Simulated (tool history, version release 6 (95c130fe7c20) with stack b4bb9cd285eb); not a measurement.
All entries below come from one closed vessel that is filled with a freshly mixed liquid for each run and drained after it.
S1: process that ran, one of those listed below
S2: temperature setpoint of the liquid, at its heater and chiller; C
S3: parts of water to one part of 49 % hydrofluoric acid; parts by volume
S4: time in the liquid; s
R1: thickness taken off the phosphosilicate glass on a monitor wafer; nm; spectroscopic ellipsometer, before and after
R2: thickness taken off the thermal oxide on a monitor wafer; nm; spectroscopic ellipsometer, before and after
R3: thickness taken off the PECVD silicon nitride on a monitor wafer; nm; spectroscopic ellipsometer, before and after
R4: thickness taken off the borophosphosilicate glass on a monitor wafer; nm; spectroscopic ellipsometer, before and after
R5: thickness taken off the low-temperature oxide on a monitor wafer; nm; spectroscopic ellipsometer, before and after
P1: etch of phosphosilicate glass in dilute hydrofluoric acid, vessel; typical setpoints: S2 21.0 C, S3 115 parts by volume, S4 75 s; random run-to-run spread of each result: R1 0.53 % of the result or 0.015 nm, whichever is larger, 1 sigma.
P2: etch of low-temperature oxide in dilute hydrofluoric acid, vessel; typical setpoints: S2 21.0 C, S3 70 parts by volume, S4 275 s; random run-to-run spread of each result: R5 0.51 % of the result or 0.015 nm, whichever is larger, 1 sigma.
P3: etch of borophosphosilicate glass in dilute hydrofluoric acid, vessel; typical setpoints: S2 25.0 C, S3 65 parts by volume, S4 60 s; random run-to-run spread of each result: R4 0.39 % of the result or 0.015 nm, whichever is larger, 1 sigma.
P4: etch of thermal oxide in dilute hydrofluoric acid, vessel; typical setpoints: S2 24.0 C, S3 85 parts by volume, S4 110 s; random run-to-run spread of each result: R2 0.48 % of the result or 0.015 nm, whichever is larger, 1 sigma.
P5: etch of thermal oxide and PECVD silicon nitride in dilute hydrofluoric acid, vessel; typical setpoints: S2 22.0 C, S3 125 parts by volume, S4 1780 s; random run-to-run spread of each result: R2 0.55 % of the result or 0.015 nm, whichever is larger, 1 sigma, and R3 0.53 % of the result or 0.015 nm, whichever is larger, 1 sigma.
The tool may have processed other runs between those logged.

run 1 hour=10.5 | S1=P1 S2=21.0 S3=115 S4=75 | R1=36.222
run 2 hour=18.6 | S1=P1 S2=21.0 S3=115 S4=75 | R1=36.180
run 3 hour=25.2 | S1=P1 S2=21.0 S3=115 S4=75 | R1=36.281
run 4 hour=33.6 | S1=P1 S2=21.0 S3=115 S4=140 | R1=68.014
run 5 hour=40.4 | S1=P5 S2=22.0 S3=125 S4=1780 | R2=59.5940 R3=46.4380
run 6 hour=47.5 | S1=P3 S2=17.0 S3=65 S4=60 | R4=34.980
run 7 hour=53.5 | S1=P4 S2=24.0 S3=35 S4=110 | R2=15.8040
run 8 hour=63.1 | S1=P1 S2=21.0 S3=115 S4=30 | R1=14.632
run 9 hour=72.2 | S1=P4 S2=24.0 S3=85 S4=110 | R2=6.1068
run 10 hour=82.6 | S1=P2 S2=21.0 S3=70 S4=275 | R5=50.915
run 11 hour=88.7 | S1=P1 S2=25.5 S3=210 S4=75 | R1=21.475
run 12 hour=94.9 | S1=P5 S2=22.0 S3=125 S4=110 | R2=3.7169 R3=2.8819
run 13 hour=101.1 | S1=P1 S2=21.0 S3=215 S4=75 | R1=17.447
run 14 hour=106.2 | S1=P1 S2=21.0 S3=30 S4=75 | R1=153.860
run 15 hour=114.4 | S1=P1 S2=17.0 S3=115 S4=75 | R1=30.910
run 16 hour=121.5 | S1=P4 S2=24.0 S3=85 S4=30 | R2=1.6706
run 17 hour=128.7 | S1=P5 S2=17.0 S3=125 S4=1780 | R2=49.1610 R3=33.5730
run 18 hour=135.8 | S1=P2 S2=21.0 S3=70 S4=545 | R5=100.200
run 19 hour=144.9 | S1=P2 S2=21.0 S3=25 S4=275 | R5=150.350
run 20 hour=152.4 | S1=P3 S2=25.0 S3=65 S4=60 | R4=49.103
run 21 hour=160.5 | S1=P4 S2=28.0 S3=85 S4=110 | R2=7.1969
run 22 hour=166.9 | S1=P2 S2=29.5 S3=70 S4=275 | R5=72.253
run 23 hour=177.3 | S1=P1 S2=26.0 S3=115 S4=75 | R1=44.062
run 24 hour=187.7 | S1=P4 S2=24.0 S3=85 S4=110 | R2=6.1169
run 25 hour=195.9 | S1=P5 S2=22.0 S3=35 S4=1780 | R2=236.5000 R3=161.6300
run 26 hour=202.4 | S1=P3 S2=25.0 S3=65 S4=60 | R4=49.020
run 27 hour=210.8 | S1=P2 S2=21.0 S3=70 S4=275 | R5=51.233
run 28 hour=219.9 | S1=P3 S2=25.0 S3=20 S4=60 | R4=169.970
run 29 hour=225.7 | S1=P3 S2=25.0 S3=65 S4=30 | R4=24.595
run 30 hour=236.6 | S1=P1 S2=21.0 S3=115 S4=75 | R1=36.503
run 31 hour=243.5 | S1=P1 S2=21.0 S3=115 S4=75 | R1=36.508
run 32 hour=254.3 | S1=P1 S2=21.0 S3=115 S4=75 | R1=36.073
run 33 hour=264.7 | S1=P1 S2=21.0 S3=115 S4=75 | R1=36.356
run 34 hour=271.3 | S1=P1 S2=25.5 S3=115 S4=115 | R1=66.778
run 35 hour=278.6 | S1=P1 S2=21.0 S3=115 S4=75 | R1=36.168
run 36 hour=285.4 | S1=P1 S2=21.0 S3=115 S4=75 | R1=35.440
run 37 hour=294.6 | S1=P1 S2=21.0 S3=115 S4=75 | R1=34.671
run 38 hour=300.6 | S1=P1 S2=21.0 S3=115 S4=75 | R1=34.095
run 39 hour=307.4 | S1=P1 S2=21.0 S3=115 S4=75 | R1=34.055
run 40 hour=314.3 | S1=P1 S2=21.0 S3=115 S4=75 | R1=34.401
run 41 hour=323.5 | S1=P1 S2=21.0 S3=115 S4=75 | R1=33.714
run 42 hour=328.9 | S1=P1 S2=21.0 S3=115 S4=75 | R1=33.850

What P1 gives has crept away from where it was. These 2 causes fit the log equally well, each at the size given:
A: hydrofluoric acid flow below the setpoint (%) = 5.8
B: liquid colder than its thermometer reads (K) = 1.67
Creep in the process output first set in at about hour 278.6.

Below are 4 check runs, each on a single wafer, with their results shown as question marks. Which of them would tell the listed causes apart, meaning the causes would give clearly different results under it?
run check 1 hour=334.3 | S1=P5 S2=22.0 S3=45 S4=1780 | R2=? R3=?
run check 2 hour=334.3 | S1=P4 S2=24.0 S3=85 S4=30 | R2=?
run check 3 hour=334.3 | S1=P3 S2=25.0 S3=40 S4=60 | R4=?
run check 4 hour=334.3 | S1=P2 S2=28.0 S3=70 S4=275 | R5=?

Predicted outcomes, by check and by cause:
check=check_1 result=R2 if_A=171.3000 if_B=170.0500
check=check_1 result=R3 if_A=120.1500 if_B=113.4800
check=check_2 result=R2 if_A=1.5667 if_B=1.5650
check=check_3 result=R4 if_A=77.472 if_B=76.998
check=check_4 result=R5 if_A=63.393 if_B=63.390
Gap, in per cent, between the two causes that each check separates least, read from the result that separates them most: check 1 5.71 %; check 2 0.11 %; check 3 0.61 %; check 4 0 %
Of the check runs offered, only check 1 discriminates between the causes; the rest would read about the same regardless of which cause applies.

Here is what check 1 returned: R2 170.0900 nm; R3 119.0000 nm. Which cause is it?

It is A: hydrofluoric acid flow below the setpoint (%).
